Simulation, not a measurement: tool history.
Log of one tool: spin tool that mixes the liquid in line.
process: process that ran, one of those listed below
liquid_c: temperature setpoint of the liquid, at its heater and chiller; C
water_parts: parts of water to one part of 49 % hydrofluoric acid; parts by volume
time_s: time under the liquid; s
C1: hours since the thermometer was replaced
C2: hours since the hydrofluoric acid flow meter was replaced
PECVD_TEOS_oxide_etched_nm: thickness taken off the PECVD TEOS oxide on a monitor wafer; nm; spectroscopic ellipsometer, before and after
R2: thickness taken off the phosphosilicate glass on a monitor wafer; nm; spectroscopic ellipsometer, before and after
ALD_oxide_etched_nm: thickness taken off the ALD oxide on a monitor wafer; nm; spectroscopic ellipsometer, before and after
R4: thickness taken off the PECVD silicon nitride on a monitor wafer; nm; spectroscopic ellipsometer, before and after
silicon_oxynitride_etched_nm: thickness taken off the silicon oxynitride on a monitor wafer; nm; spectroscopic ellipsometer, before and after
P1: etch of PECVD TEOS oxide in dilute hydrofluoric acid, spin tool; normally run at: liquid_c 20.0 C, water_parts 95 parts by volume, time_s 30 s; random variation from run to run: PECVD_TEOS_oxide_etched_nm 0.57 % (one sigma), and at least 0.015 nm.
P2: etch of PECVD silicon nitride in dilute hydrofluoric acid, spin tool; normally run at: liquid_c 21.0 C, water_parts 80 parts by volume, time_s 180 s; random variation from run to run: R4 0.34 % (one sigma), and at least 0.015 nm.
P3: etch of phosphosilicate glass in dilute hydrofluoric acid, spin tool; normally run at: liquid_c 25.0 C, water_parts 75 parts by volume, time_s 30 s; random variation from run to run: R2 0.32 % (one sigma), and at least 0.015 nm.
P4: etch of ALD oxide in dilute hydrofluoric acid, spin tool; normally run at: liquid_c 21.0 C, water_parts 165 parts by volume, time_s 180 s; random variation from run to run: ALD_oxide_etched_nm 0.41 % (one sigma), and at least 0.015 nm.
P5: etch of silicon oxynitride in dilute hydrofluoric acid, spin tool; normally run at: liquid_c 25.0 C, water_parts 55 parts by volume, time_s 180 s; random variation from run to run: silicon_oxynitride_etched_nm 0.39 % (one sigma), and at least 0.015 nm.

Run 1, hour 5.2: process P1, liquid_c 20.0 C, water_parts 95 parts by volume, time_s 30 s; C1 1219.1; C2 944.9. Result: PECVD_TEOS_oxide_etched_nm 6.4808 nm.
Run 2, hour 13.1: process P1, liquid_c 20.0 C, water_parts 95 parts by volume, time_s 30 s; C1 1227.0; C2 952.8. Result: PECVD_TEOS_oxide_etched_nm 6.5813 nm.
Run 3, hour 22.1: process P1, liquid_c 20.0 C, water_parts 95 parts by volume, time_s 30 s; C1 1236.0; C2 961.8. Result: PECVD_TEOS_oxide_etched_nm 6.5478 nm.
Run 4, hour 31.6: process P3, liquid_c 17.5 C, water_parts 75 parts by volume, time_s 30 s; C1 1245.5; C2 971.3. Result: R2 26.367 nm.
Run 5, hour 41.8: process P4, liquid_c 21.0 C, water_parts 165 parts by volume, time_s 15 s; C1 1255.7; C2 981.5. Result: ALD_oxide_etched_nm 2.5256 nm.
Run 6, hour 48.3: process P3, liquid_c 25.0 C, water_parts 75 parts by volume, time_s 15 s; C1 1262.2; C2 988.0. Result: R2 17.938 nm.
At hour 52.2: hydrofluoric acid flow meter replaced.
Run 7, hour 55.0: process P2, liquid_c 21.0 C, water_parts 145 parts by volume, time_s 180 s; C1 1268.9; C2 2.8. Result: R4 4.6463 nm.
Run 8, hour 66.3: process P4, liquid_c 17.0 C, water_parts 165 parts by volume, time_s 180 s; C1 1280.2; C2 14.1. Result: ALD_oxide_etched_nm 26.1030 nm.
Run 9, hour 75.6: process P4, liquid_c 21.0 C, water_parts 165 parts by volume, time_s 180 s; C1 1289.5; C2 23.4. Result: ALD_oxide_etched_nm 30.5850 nm.
Run 10, hour 86.0: process P3, liquid_c 25.0 C, water_parts 40 parts by volume, time_s 30 s; C1 1299.9; C2 33.8. Result: R2 70.711 nm.
Run 11, hour 96.1: process P1, liquid_c 20.0 C, water_parts 25 parts by volume, time_s 30 s; C1 1310.0; C2 43.9. Result: PECVD_TEOS_oxide_etched_nm 27.0850 nm.
Run 12, hour 107.8: process P2, liquid_c 29.5 C, water_parts 80 parts by volume, time_s 180 s; C1 1321.7; C2 55.6. Result: R4 14.5140 nm.
Run 13, hour 113.7: process P5, liquid_c 25.0 C, water_parts 55 parts by volume, time_s 180 s; C1 1327.6; C2 61.5. Result: silicon_oxynitride_etched_nm 13.8760 nm.
Run 14, hour 121.8: process P1, liquid_c 20.0 C, water_parts 95 parts by volume, time_s 30 s; C1 1335.7; C2 69.6. Result: PECVD_TEOS_oxide_etched_nm 6.5370 nm.
Run 15, hour 128.5: process P1, liquid_c 20.0 C, water_parts 95 parts by volume, time_s 15 s; C1 1342.4; C2 76.3. Result: PECVD_TEOS_oxide_etched_nm 3.2732 nm.
Run 16, hour 139.7: process P5, liquid_c 25.0 C, water_parts 55 parts by volume, time_s 20 s; C1 1353.6; C2 87.5. Result: silicon_oxynitride_etched_nm 1.5474 nm.
Run 17, hour 148.3: process P2, liquid_c 21.0 C, water_parts 80 parts by volume, time_s 180 s; C1 1362.2; C2 96.1. Result: R4 8.3277 nm.
Run 18, hour 159.6: process P1, liquid_c 17.0 C, water_parts 95 parts by volume, time_s 30 s; C1 1373.5; C2 107.4. Result: PECVD_TEOS_oxide_etched_nm 5.7125 nm.
Run 19, hour 168.9: process P5, liquid_c 25.0 C, water_parts 55 parts by volume, time_s 180 s; C1 1382.8; C2 116.7. Result: silicon_oxynitride_etched_nm 13.9460 nm.
Run 20, hour 176.3: process P5, liquid_c 33.0 C, water_parts 55 parts by volume, time_s 180 s; C1 1390.2; C2 124.1. Result: silicon_oxynitride_etched_nm 20.0880 nm.
Run 21, hour 184.9: process P4, liquid_c 21.0 C, water_parts 275 parts by volume, time_s 180 s; C1 1398.8; C2 132.7. Result: ALD_oxide_etched_nm 16.5750 nm.
Run 22, hour 196.5: process P1, liquid_c 25.0 C, water_parts 95 parts by volume, time_s 30 s; C1 1410.4; C2 144.3. Result: PECVD_TEOS_oxide_etched_nm 8.0208 nm.
Run 23, hour 206.5: process P1, liquid_c 20.0 C, water_parts 135 parts by volume, time_s 30 s; C1 1420.4; C2 154.3. Result: PECVD_TEOS_oxide_etched_nm 4.3984 nm.
Run 24, hour 214.5: process P3, liquid_c 25.0 C, water_parts 75 parts by volume, time_s 30 s; C1 1428.4; C2 162.3. Result: R2 35.855 nm.
Run 25, hour 224.6: process P1, liquid_c 20.0 C, water_parts 95 parts by volume, time_s 50 s; C1 1438.5; C2 172.4. Result: PECVD_TEOS_oxide_etched_nm 10.8820 nm.
Run 26, hour 235.8: process P5, liquid_c 25.0 C, water_parts 100 parts by volume, time_s 180 s; C1 1449.7; C2 183.6. Result: silicon_oxynitride_etched_nm 7.2925 nm.
Run 27, hour 247.2: process P1, liquid_c 27.5 C, water_parts 95 parts by volume, time_s 60 s; C1 1461.1; C2 195.0. Result: PECVD_TEOS_oxide_etched_nm 17.7490 nm.
Run 28, hour 254.6: process P1, liquid_c 20.0 C, water_parts 170 parts by volume, time_s 60 s; C1 1468.5; C2 202.4. Result: PECVD_TEOS_oxide_etched_nm 6.7702 nm.
Run 29, hour 264.4: process P2, liquid_c 21.0 C, water_parts 80 parts by volume, time_s 325 s; C1 1478.3; C2 212.2. Result: R4 15.0240 nm.
Run 30, hour 271.3: process P1, liquid_c 20.0 C, water_parts 95 parts by volume, time_s 30 s; C1 1485.2; C2 219.1. Result: PECVD_TEOS_oxide_etched_nm 6.5814 nm.
Run 31, hour 279.8: process P1, liquid_c 20.0 C, water_parts 95 parts by volume, time_s 30 s; C1 1493.7; C2 227.6. Result: PECVD_TEOS_oxide_etched_nm 6.5122 nm.
Run 32, hour 290.5: process P1, liquid_c 20.0 C, water_parts 95 parts by volume, time_s 30 s; C1 1504.4; C2 238.3. Result: PECVD_TEOS_oxide_etched_nm 6.7987 nm.
Run 33, hour 302.0: process P1, liquid_c 20.0 C, water_parts 95 parts by volume, time_s 30 s; C1 1515.9; C2 249.8. Result: PECVD_TEOS_oxide_etched_nm 6.8847 nm.
Run 34, hour 310.1: process P1, liquid_c 20.0 C, water_parts 95 parts by volume, time_s 30 s; C1 1524.0; C2 257.9. Result: PECVD_TEOS_oxide_etched_nm 6.8832 nm.
Run 35, hour 317.4: process P1, liquid_c 20.0 C, water_parts 95 parts by volume, time_s 30 s; C1 1531.3; C2 265.2. Result: PECVD_TEOS_oxide_etched_nm 6.9832 nm.
Run 36, hour 326.0: process P1, liquid_c 20.0 C, water_parts 95 parts by volume, time_s 30 s; C1 1539.9; C2 273.8. Result: PECVD_TEOS_oxide_etched_nm 6.9992 nm.
Run 37, hour 333.4: process P1, liquid_c 20.0 C, water_parts 95 parts by volume, time_s 30 s; C1 1547.3; C2 281.2. Result: PECVD_TEOS_oxide_etched_nm 6.9773 nm.
Run 38, hour 345.2: process P1, liquid_c 20.0 C, water_parts 95 parts by volume, time_s 30 s; C1 1559.1; C2 293.0. Result: PECVD_TEOS_oxide_etched_nm 7.0631 nm.
Run 39, hour 351.5: process P1, liquid_c 20.0 C, water_parts 95 parts by volume, time_s 30 s; C1 1565.4; C2 299.3. Result: PECVD_TEOS_oxide_etched_nm 7.1075 nm.
Run 40, hour 358.7: process P1, liquid_c 20.0 C, water_parts 95 parts by volume, time_s 30 s; C1 1572.6; C2 306.5. Result: PECVD_TEOS_oxide_etched_nm 7.0959 nm.
Run 41, hour 369.2: process P1, liquid_c 20.0 C, water_parts 95 parts by volume, time_s 30 s; C1 1583.1; C2 317.0. Result: PECVD_TEOS_oxide_etched_nm 7.0474 nm.
Run 42, hour 378.1: process P1, liquid_c 20.0 C, water_parts 95 parts by volume, time_s 30 s; C1 1592.0; C2 325.9. Result: PECVD_TEOS_oxide_etched_nm 7.1573 nm.

What P1 gives has crept away from where it was. These 2 causes fit the log equally well, each at the size given:
A: hydrofluoric acid flow above the setpoint (%) = 7.66
B: liquid hotter than its thermometer reads (K) = 2
The creep began at about hour 279.8.

4 check runs are offered, one wafer each, their results left as question marks. Which one tells the causes apart?
Run check 1, hour 387.0: process P5, liquid_c 33.0 C, water_parts 55 parts by volume, time_s 40 s. Result: silicon_oxynitride_etched_nm ?.
Run check 2, hour 387.0: process P3, liquid_c 21.0 C, water_parts 75 parts by volume, time_s 15 s. Result: R2 ?.
Run check 3, hour 387.0: process P4, liquid_c 17.0 C, water_parts 165 parts by volume, time_s 60 s. Result: ALD_oxide_etched_nm ?.
Run check 4, hour 387.0: process P2, liquid_c 21.0 C, water_parts 140 parts by volume, time_s 180 s. Result: R4 ?.

What each check would give under each cause:
  check                        result    if A    if B
check 1  silicon_oxynitride_etched_nm  4.8240  4.8805
check 2                            R2  16.513  16.544
check 3           ALD_oxide_etched_nm  9.4352  9.3921
check 4                            R4  5.1747  5.4926
How far apart the two closest causes lie, in the result that separates them most: check 1 1.16 %; check 2 0.19 %; check 3 0.46 %; check 4 5.96 %
Check 4 tells the causes apart: in the others they would give nearly the same result.

Check 4 was then run and gave: R4 5.1667 nm. Which cause is it?

It is A: hydrofluoric acid flow above the setpoint (%).
